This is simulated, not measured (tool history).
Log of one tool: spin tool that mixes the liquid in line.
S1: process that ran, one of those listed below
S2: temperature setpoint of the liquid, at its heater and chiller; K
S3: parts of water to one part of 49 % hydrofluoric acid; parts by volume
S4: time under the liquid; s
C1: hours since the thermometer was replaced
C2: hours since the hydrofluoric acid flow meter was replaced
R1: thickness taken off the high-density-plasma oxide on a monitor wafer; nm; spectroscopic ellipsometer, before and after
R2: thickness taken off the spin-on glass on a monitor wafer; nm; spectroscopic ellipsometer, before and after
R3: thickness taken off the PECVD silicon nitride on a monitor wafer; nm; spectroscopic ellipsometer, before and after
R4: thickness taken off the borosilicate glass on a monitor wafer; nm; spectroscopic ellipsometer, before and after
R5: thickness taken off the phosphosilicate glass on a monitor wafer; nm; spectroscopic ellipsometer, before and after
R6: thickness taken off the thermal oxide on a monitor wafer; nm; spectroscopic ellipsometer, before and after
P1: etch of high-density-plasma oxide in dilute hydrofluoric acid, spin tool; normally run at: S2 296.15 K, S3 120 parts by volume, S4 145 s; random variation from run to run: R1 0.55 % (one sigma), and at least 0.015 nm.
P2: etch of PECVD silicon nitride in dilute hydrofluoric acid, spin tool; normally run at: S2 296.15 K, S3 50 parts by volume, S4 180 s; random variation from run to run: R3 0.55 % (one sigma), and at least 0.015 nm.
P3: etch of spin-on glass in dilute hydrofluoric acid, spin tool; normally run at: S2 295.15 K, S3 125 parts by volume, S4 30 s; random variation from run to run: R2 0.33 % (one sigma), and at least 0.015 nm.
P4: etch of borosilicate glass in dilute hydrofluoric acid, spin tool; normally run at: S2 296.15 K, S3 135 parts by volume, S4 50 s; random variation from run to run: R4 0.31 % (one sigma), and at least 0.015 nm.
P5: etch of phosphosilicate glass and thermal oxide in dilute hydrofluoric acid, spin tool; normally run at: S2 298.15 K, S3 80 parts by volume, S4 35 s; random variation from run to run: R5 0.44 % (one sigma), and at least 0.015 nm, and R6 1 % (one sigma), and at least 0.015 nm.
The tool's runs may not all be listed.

run,hour,S1,S2,S3,S4,C1,C2,R1,R2,R3,R4,R5,R6
1,11.6,P1,296.15,120,145,671.6,981.9,7.3855,,,,,
2,20.5,P3,295.15,190,30,680.5,990.8,,5.1058,,,,
3,29.2,P2,296.15,50,180,689.2,999.5,,,5.8304,,,
4,42.4,P3,295.15,125,30,702.4,1012.7,,8.3631,,,,
5,51.8,P4,296.15,135,50,711.8,1022.1,,,,19.145,,
6,59.5,P5,298.15,120,35,719.5,1029.8,,,,,20.036,1.4329
7,70.5,P1,296.15,120,40,730.5,1040.8,2.024,,,,,
8,81.9,P5,298.15,80,35,741.9,1052.2,,,,,31.494,2.3241
9,89.8,P1,296.15,40,145,749.8,1060.1,24.369,,,,,
10,99.3,P3,295.15,125,45,759.3,1069.6,,12.514,,,,
11,108.5,P2,296.15,50,180,768.5,1078.8,,,5.8605,,,
12,115.5,P4,296.15,20,50,775.5,1085.8,,,,149.04,,
# hour 125.9: thermometer replaced
13,126,P4,296.15,135,15,0.1,1096.3,,,,5.7194,,
14,139.1,P1,301.15,120,145,13.2,1109.4,8.9306,,,,,
15,153.8,P2,296.15,50,85,27.9,1124.1,,,2.77,,,
16,161.9,P1,290.15,120,145,36,1132.2,5.8225,,,,,
17,171.7,P3,295.15,125,30,45.8,1142,,8.3619,,,,
18,178.1,P3,290.15,125,30,52.2,1148.4,,6.8407,,,,
19,191.3,P4,296.15,135,50,65.4,1161.6,,,,19.178,,
20,204.8,P2,300.15,50,180,78.9,1175.1,,,7.6565,,,
21,212.7,P1,296.15,120,220,86.8,1183,11.137,,,,,

Forecast run 22:
22,226.5,P2,296.15,70,180,100.6,1196.8,,,?,,,

{"run 22": {"R3": 4.2055}}

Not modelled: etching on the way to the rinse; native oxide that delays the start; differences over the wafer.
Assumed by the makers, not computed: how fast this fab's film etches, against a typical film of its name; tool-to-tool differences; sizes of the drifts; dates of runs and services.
